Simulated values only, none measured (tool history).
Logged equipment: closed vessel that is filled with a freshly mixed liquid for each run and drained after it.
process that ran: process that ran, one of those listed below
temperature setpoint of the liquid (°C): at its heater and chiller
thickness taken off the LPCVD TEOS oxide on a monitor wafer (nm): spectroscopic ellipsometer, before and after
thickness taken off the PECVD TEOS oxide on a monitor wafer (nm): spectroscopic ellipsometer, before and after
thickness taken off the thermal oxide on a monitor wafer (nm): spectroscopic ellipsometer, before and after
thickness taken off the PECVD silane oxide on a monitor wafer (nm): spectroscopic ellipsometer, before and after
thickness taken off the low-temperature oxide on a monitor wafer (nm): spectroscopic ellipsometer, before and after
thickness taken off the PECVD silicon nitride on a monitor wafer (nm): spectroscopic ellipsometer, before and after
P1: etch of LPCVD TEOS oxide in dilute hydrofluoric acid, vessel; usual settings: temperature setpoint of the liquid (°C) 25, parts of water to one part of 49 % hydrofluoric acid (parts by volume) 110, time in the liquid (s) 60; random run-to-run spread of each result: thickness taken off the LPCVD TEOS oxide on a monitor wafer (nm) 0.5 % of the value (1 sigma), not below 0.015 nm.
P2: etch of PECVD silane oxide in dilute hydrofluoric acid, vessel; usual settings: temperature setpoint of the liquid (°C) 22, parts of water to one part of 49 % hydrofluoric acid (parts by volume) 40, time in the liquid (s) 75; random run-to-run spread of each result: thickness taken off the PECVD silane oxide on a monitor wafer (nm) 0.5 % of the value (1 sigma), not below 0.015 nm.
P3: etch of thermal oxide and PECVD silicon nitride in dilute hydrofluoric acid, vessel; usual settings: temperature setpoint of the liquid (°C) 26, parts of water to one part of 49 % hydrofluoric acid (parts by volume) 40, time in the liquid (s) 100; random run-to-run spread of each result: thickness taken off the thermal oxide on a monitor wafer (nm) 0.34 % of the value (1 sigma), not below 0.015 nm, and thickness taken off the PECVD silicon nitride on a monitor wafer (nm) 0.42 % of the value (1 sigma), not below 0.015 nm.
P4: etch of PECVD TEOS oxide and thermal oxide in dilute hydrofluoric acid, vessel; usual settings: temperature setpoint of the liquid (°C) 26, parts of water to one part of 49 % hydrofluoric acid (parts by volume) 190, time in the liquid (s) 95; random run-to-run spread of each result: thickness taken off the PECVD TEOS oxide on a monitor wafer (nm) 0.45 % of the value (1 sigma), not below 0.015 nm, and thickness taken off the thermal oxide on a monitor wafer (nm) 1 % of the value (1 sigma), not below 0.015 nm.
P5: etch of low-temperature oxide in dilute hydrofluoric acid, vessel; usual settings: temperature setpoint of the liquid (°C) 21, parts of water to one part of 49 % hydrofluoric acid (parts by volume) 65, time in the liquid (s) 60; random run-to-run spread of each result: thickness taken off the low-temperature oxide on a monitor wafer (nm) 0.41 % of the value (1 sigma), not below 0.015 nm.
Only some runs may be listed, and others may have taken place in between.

| run | hour | process that ran | temperature setpoint of the liquid (°C) | parts of water to one part of 49 % hydrofluoric acid (parts by volume) | time in the liquid (s) | thickness taken off the LPCVD TEOS oxide on a monitor wafer (nm) | thickness taken off the PECVD TEOS oxide on a monitor wafer (nm) | thickness taken off the thermal oxide on a monitor wafer (nm) | thickness taken off the PECVD silane oxide on a monitor wafer (nm) | thickness taken off the low-temperature oxide on a monitor wafer (nm) | thickness taken off the PECVD silicon nitride on a monitor wafer (nm) |
|---|---|---|---|---|---|---|---|---|---|---|---|
| 1 | 3 | P1 | 25 | 110 | 60 | 17.028 |  |  |  |  |  |
| 2 | 6.3 | P4 | 26 | 280 | 95 |  | 6.7007 | 1.4433 |  |  |  |
| 3 | 8.5 | P4 | 20.5 | 190 | 95 |  | 8.9238 | 1.8321 |  |  |  |
| 4 | 11.3 | P2 | 22 | 55 | 75 |  |  |  | 26.914 |  |  |
| 5 | 13.6 | P5 | 21 | 65 | 60 |  |  |  |  | 13.38 |  |
| 6 | 15.8 | P1 | 25 | 110 | 60 | 17.03 |  |  |  |  |  |
| 7 | 18.4 | P2 | 22 | 40 | 75 |  |  |  | 37.747 |  |  |
| 8 | 22.7 | P2 | 28 | 40 | 75 |  |  |  | 47.908 |  |  |
| 9 | 27 | P3 | 19 | 40 | 100 |  |  | 10.428 |  |  | 2.9862 |
| 10 | 30.2 | P5 | 26 | 65 | 60 |  |  |  |  | 16.368 |  |
|  | 32.7 | hydrofluoric acid flow meter replaced |
| 11 | 34.2 | P5 | 21 | 65 | 60 |  |  |  |  | 13.395 |  |
| 12 | 38.6 | P3 | 26 | 65 | 100 |  |  | 8.3401 |  |  | 3.0091 |
| 13 | 40.8 | P1 | 32.5 | 110 | 60 | 22.549 |  |  |  |  |  |
| 14 | 43.9 | P1 | 25 | 110 | 60 | 16.961 |  |  |  |  |  |
| 15 | 47.7 | P5 | 21 | 65 | 30 |  |  |  |  | 6.6829 |  |
| 16 | 52.2 | P1 | 25 | 60 | 60 | 33.158 |  |  |  |  |  |
| 17 | 55.5 | P3 | 26 | 40 | 175 |  |  | 24.585 |  |  | 8.4925 |
| 18 | 58.2 | P4 | 26 | 190 | 95 |  | 10.907 | 2.2333 |  |  |  |
| 19 | 62.9 | P1 | 25 | 110 | 30 | 8.4479 |  |  |  |  |  |
| 20 | 67.5 | P1 | 25 | 110 | 60 | 17.136 |  |  |  |  |  |
| 21 | 70.1 | P4 | 26 | 190 | 50 |  | 5.7706 | 1.1806 |  |  |  |
| 22 | 74.6 | P3 | 26 | 40 | 100 |  |  | 13.938 |  |  | 4.8309 |
| 23 | 78.2 | P1 | 25 | 110 | 60 | 17.017 |  |  |  |  |  |
| 24 | 80.6 | P1 | 25 | 200 | 60 | 8.4267 |  |  |  |  |  |
| 25 | 84.7 | P2 | 22 | 40 | 30 |  |  |  | 14.999 |  |  |
| 26 | 87.9 | P1 | 25 | 180 | 85 | 13.653 |  |  |  |  |  |
| 27 | 91.8 | P5 | 21 | 110 | 60 |  |  |  |  | 7.5559 |  |
| 28 | 96 | P1 | 19.5 | 110 | 60 | 13.74 |  |  |  |  |  |

For run 29, what comes out?
| 29 | 98.1 | P1 | 25 | 110 | 95 | ? |  |  |  |  |  |

thickness taken off the LPCVD TEOS oxide on a monitor wafer (nm): 26.882
